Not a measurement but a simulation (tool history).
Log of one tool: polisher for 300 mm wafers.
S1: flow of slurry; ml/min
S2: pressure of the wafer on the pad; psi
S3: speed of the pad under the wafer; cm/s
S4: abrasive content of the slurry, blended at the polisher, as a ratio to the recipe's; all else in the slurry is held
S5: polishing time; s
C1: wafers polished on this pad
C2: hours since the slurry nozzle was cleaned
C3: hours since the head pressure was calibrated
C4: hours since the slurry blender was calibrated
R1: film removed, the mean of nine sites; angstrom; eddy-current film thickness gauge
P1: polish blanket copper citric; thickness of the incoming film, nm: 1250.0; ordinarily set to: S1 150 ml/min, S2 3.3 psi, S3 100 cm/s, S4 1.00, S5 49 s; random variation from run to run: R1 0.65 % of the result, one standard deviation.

run   hour   S1   S2   S3    S4  S5    C1     C2     C3     C4       R1
  1   14.9  150  3.3  100  1.00  49   328  158.5  725.0  125.8   966.93
  2   23.2  150  3.3  100  1.00  22   388  166.8  733.3  134.1   433.29
  3   29.8  150  3.3   44  1.00  49   435  173.4  739.9  140.7   439.35
  4   37.6  150  5.2  100  1.00  49   490  181.2  747.7  148.5  1525.10
  5   44.3  150  3.3  100  1.00  49   538  187.9  754.4  155.2   958.39
  6   56.7   90  3.3  100  1.00  49   627  200.3  766.8  167.6   874.20
  7   69.4  150  3.3  100  1.00  49   718  213.0  779.5  180.3   969.58
      78.0  -- head pressure recalibrated
  8   78.2  150  3.3  100  1.00  75   781  221.8    0.3  189.1  1478.60
  9   87.7  150  3.3  100  1.00  49   849  231.3    9.8  198.6   958.50
 10   97.9  150  3.3  100  1.00  49   922  241.5   20.0  208.8   970.40
 11  110.1  150  3.3  154  1.00  49  1009  253.7   32.2  221.0  1481.80
 12  120.6  150  3.3  100  1.45  49  1084  264.2   42.7  231.5  1058.80
 13  134.4  150  2.1  100  1.00  49  1183  278.0   56.5  245.3   623.09
 14  146.3  150  2.4   52  1.00  49  1268  289.9   68.4  257.2   382.67
 15  154.4  150  3.3  100  0.70  49  1326  298.0   76.5  265.3   907.15
 16  168.1  115  4.9  100  1.00  49  1424  311.7   90.2  279.0  1365.00

Run 17 comes next. What will it give?
 17  177.1  210  3.3  100  1.00  49  1488  320.7  99.2  288.0   ?

Run 17 gave R1 1018.20 angstrom.
